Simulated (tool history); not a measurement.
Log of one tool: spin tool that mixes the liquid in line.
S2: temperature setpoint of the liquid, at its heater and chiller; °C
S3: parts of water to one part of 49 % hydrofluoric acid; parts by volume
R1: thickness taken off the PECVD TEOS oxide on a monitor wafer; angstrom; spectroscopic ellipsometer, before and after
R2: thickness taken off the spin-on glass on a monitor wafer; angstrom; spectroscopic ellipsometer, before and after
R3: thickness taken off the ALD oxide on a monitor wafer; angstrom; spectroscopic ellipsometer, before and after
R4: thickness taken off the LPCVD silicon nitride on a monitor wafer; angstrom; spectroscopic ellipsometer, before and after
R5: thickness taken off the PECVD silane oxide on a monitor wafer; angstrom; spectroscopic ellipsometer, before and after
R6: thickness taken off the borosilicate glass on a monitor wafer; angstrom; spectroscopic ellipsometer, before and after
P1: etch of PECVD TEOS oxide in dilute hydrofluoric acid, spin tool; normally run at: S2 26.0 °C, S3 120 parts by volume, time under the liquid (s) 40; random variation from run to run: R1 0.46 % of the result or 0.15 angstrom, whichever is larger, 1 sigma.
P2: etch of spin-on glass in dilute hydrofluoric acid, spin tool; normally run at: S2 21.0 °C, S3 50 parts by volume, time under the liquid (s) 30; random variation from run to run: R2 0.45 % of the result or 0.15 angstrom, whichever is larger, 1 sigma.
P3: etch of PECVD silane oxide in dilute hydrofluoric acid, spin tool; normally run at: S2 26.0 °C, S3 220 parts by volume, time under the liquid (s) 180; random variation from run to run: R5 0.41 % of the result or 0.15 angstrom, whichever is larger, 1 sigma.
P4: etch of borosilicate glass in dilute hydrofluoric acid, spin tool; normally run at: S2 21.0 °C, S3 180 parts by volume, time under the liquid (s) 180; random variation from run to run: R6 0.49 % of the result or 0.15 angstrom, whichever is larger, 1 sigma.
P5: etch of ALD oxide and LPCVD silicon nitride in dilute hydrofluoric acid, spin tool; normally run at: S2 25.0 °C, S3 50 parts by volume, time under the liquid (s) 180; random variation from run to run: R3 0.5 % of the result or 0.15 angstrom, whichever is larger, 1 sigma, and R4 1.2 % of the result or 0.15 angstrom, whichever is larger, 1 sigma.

run 1 hour=9.8 | process_that_ran=P1 S2=26.0 S3=120 time_under_the_liquid_(s)=40 | R1=70.345
run 2 hour=16.5 | process_that_ran=P2 S2=21.0 S3=90 time_under_the_liquid_(s)=30 | R2=166.32
run 3 hour=21.7 | process_that_ran=P5 S2=17.0 S3=50 time_under_the_liquid_(s)=180 | R3=267.07 R4=10.5620
run 4 hour=30.8 | process_that_ran=P1 S2=26.0 S3=120 time_under_the_liquid_(s)=40 | R1=70.005
run 5 hour=42.4 | process_that_ran=P5 S2=25.0 S3=50 time_under_the_liquid_(s)=75 | R3=157.79 R4=8.0629
run 6 hour=49.1 | process_that_ran=P1 S2=26.0 S3=120 time_under_the_liquid_(s)=40 | R1=70.538
run 7 hour=54.6 | process_that_ran=P1 S2=18.5 S3=120 time_under_the_liquid_(s)=40 | R1=51.864
run 8 hour=65.1 | process_that_ran=P1 S2=33.0 S3=30 time_under_the_liquid_(s)=40 | R1=423.310
run 9 hour=70.7 | process_that_ran=P3 S2=26.0 S3=75 time_under_the_liquid_(s)=180 | R5=589.96
run 10 hour=77.8 | process_that_ran=P1 S2=26.0 S3=165 time_under_the_liquid_(s)=40 | R1=48.323
run 11 hour=87.7 | process_that_ran=P1 S2=26.0 S3=35 time_under_the_liquid_(s)=40 | R1=270.560
run 12 hour=96.7 | process_that_ran=P1 S2=26.0 S3=120 time_under_the_liquid_(s)=40 | R1=70.390
run 13 hour=106.1 | process_that_ran=P4 S2=21.0 S3=180 time_under_the_liquid_(s)=20 | R6=17.778
run 14 hour=115.3 | process_that_ran=P3 S2=26.0 S3=220 time_under_the_liquid_(s)=180 | R5=168.71
run 15 hour=121.7 | process_that_ran=P2 S2=21.0 S3=50 time_under_the_liquid_(s)=30 | R2=311.15
run 16 hour=129.0 | process_that_ran=P1 S2=26.0 S3=120 time_under_the_liquid_(s)=65 | R1=112.870
run 17 hour=138.8 | process_that_ran=P4 S2=21.0 S3=180 time_under_the_liquid_(s)=180 | R6=160.690
run 18 hour=147.3 | process_that_ran=P1 S2=26.0 S3=120 time_under_the_liquid_(s)=15 | R1=26.453
run 19 hour=153.6 | process_that_ran=P5 S2=25.0 S3=30 time_under_the_liquid_(s)=180 | R3=645.64 R4=29.9530
run 20 hour=159.4 | process_that_ran=P1 S2=30.5 S3=120 time_under_the_liquid_(s)=40 | R1=82.960
run 21 hour=170.4 | process_that_ran=P5 S2=25.0 S3=50 time_under_the_liquid_(s)=180 | R3=374.53 R4=18.3850
run 22 hour=182.2 | process_that_ran=P4 S2=17.0 S3=180 time_under_the_liquid_(s)=180 | R6=137.170
run 23 hour=192.5 | process_that_ran=P4 S2=21.0 S3=60 time_under_the_liquid_(s)=180 | R6=548.900
run 24 hour=198.7 | process_that_ran=P3 S2=30.0 S3=220 time_under_the_liquid_(s)=180 | R5=194.29
run 25 hour=209.6 | process_that_ran=P2 S2=21.0 S3=50 time_under_the_liquid_(s)=30 | R2=311.15
run 26 hour=215.7 | process_that_ran=P1 S2=26.0 S3=120 time_under_the_liquid_(s)=40 | R1=69.953
run 27 hour=224.1 | process_that_ran=P3 S2=26.0 S3=220 time_under_the_liquid_(s)=350 | R5=328.11
run 28 hour=230.2 | process_that_ran=P2 S2=29.0 S3=50 time_under_the_liquid_(s)=30 | R2=433.15
run 29 hour=238.6 | process_that_ran=P2 S2=21.0 S3=50 time_under_the_liquid_(s)=15 | R2=156.73
run 30 hour=249.4 | process_that_ran=P1 S2=18.0 S3=50 time_under_the_liquid_(s)=40 | R1=132.570
run 31 hour=260.8 | process_that_ran=P1 S2=26.0 S3=120 time_under_the_liquid_(s)=40 | R1=70.057
run 32 hour=272.0 | process_that_ran=P1 S2=26.0 S3=120 time_under_the_liquid_(s)=40 | R1=67.600
run 33 hour=279.5 | process_that_ran=P1 S2=26.0 S3=120 time_under_the_liquid_(s)=40 | R1=66.347
run 34 hour=290.2 | process_that_ran=P1 S2=26.0 S3=120 time_under_the_liquid_(s)=40 | R1=64.972
run 35 hour=295.8 | process_that_ran=P1 S2=26.0 S3=120 time_under_the_liquid_(s)=40 | R1=64.752
run 36 hour=305.7 | process_that_ran=P1 S2=26.0 S3=120 time_under_the_liquid_(s)=40 | R1=64.864
run 37 hour=316.4 | process_that_ran=P1 S2=26.0 S3=120 time_under_the_liquid_(s)=40 | R1=64.427
run 38 hour=328.5 | process_that_ran=P1 S2=26.0 S3=120 time_under_the_liquid_(s)=40 | R1=64.775
run 39 hour=338.5 | process_that_ran=P1 S2=26.0 S3=120 time_under_the_liquid_(s)=40 | R1=63.781

What P1 gives has crept away from where it was. These 2 causes fit the log equally well, each at the size given:
A: liquid colder than its thermometer reads (K) = 2.24
B: hydrofluoric acid flow below the setpoint (%) = 7.23
The creep began at about hour 260.8.

4 check runs are offered, each on 5 wafers whose results are averaged, their results left as question marks. Which one tells the causes apart?
run check 1 hour=348.5 | process_that_ran=P3 S2=26.0 S3=95 time_under_the_liquid_(s)=335 | R5=?
run check 2 hour=348.5 | process_that_ran=P5 S2=17.5 S3=50 time_under_the_liquid_(s)=115 | R3=? R4=?
run check 3 hour=348.5 | process_that_ran=P4 S2=17.0 S3=180 time_under_the_liquid_(s)=180 | R6=?
run check 4 hour=348.5 | process_that_ran=P2 S2=28.5 S3=90 time_under_the_liquid_(s)=30 | R2=?

What each check would give under each cause:
check=check_1 result=R5 if_A=775.70 if_B=778.66
check=check_2 result=R3 if_A=159.32 if_B=162.27
check=check_2 result=R4 if_A=5.9222 if_B=6.4612
check=check_3 result=R6 if_A=125.060 if_B=125.470
check=check_4 result=R2 if_A=204.42 if_B=204.84
How far apart the two closest causes lie, in the result that separates them most: check 1 0.38 %; check 2 8.71 %; check 3 0.33 %; check 4 0.21 %
Only check 2 tells the causes apart: in the others they would give nearly the same result.

Then check 2 was run and gave: R3 159.22 angstrom; R4 5.9016 angstrom. Which cause is it?

It is A: liquid colder than its thermometer reads (K).

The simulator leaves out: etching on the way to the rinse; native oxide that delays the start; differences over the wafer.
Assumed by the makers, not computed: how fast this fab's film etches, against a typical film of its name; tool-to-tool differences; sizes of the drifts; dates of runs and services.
